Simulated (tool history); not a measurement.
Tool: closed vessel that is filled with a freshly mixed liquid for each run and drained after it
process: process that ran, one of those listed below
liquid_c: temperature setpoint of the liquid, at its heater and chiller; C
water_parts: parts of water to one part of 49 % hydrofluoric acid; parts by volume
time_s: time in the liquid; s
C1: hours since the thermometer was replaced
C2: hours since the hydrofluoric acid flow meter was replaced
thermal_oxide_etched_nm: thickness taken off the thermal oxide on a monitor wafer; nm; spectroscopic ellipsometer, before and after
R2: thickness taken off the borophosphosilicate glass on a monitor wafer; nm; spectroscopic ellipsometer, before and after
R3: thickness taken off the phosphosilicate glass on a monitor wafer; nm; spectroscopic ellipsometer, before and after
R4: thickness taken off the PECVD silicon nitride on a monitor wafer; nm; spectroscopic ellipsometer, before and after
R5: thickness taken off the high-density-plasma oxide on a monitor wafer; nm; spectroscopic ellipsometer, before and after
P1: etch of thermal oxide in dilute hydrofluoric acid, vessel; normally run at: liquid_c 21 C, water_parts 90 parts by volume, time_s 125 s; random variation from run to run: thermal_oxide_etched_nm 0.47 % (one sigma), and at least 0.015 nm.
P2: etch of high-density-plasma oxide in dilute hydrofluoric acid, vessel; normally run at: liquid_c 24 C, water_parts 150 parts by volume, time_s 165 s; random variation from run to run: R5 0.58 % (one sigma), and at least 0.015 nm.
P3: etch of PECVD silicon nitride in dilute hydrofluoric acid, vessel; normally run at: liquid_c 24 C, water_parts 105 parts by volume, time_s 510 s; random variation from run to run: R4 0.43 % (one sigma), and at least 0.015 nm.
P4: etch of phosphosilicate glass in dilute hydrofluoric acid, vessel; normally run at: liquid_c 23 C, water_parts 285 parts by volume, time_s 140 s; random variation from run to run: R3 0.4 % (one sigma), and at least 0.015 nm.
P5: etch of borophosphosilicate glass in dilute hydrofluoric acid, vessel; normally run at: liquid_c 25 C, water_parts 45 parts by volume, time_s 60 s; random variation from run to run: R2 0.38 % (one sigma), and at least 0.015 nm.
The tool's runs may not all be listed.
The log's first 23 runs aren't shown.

Run 24, hour 319.3: process P1, liquid_c 21 C, water_parts 135 parts by volume, time_s 125 s; C1 1181.7; C2 545.5. Result: thermal_oxide_etched_nm 3.9319 nm.
Run 25, hour 329.5: process P1, liquid_c 21 C, water_parts 35 parts by volume, time_s 125 s; C1 1191.9; C2 555.7. Result: thermal_oxide_etched_nm 16.845 nm.
Run 26, hour 340.4: process P1, liquid_c 21 C, water_parts 90 parts by volume, time_s 125 s; C1 1202.8; C2 566.6. Result: thermal_oxide_etched_nm 6.0739 nm.
Run 27, hour 355.1: process P1, liquid_c 17 C, water_parts 90 parts by volume, time_s 125 s; C1 1217.5; C2 581.3. Result: thermal_oxide_etched_nm 5.1953 nm.
Run 28, hour 365: process P2, liquid_c 24 C, water_parts 150 parts by volume, time_s 30 s; C1 1227.4; C2 591.2. Result: R5 1.4579 nm.
Run 29, hour 379.7: process P3, liquid_c 24 C, water_parts 105 parts by volume, time_s 510 s; C1 1242.1; C2 605.9. Result: R4 19.981 nm.
Run 30, hour 397.4: process P1, liquid_c 21 C, water_parts 90 parts by volume, time_s 125 s; C1 1259.8; C2 623.6. Result: thermal_oxide_etched_nm 6.1278 nm.
Run 31, hour 413.9: process P1, liquid_c 21 C, water_parts 90 parts by volume, time_s 125 s; C1 1276.3; C2 640.1. Result: thermal_oxide_etched_nm 6.1439 nm.
Run 32, hour 423.3: process P1, liquid_c 21 C, water_parts 90 parts by volume, time_s 60 s; C1 1285.7; C2 649.5. Result: thermal_oxide_etched_nm 2.9735 nm.
Run 33, hour 440.4: process P3, liquid_c 24 C, water_parts 105 parts by volume, time_s 510 s; C1 1302.8; C2 666.6. Result: R4 20.107 nm.

The next listed run, before its measurement:
Run 34, hour 452.6: process P1, liquid_c 21 C, water_parts 90 parts by volume, time_s 125 s; C1 1315; C2 678.8. Result: thermal_oxide_etched_nm ?.

thermal_oxide_etched_nm: 6.1563 nm
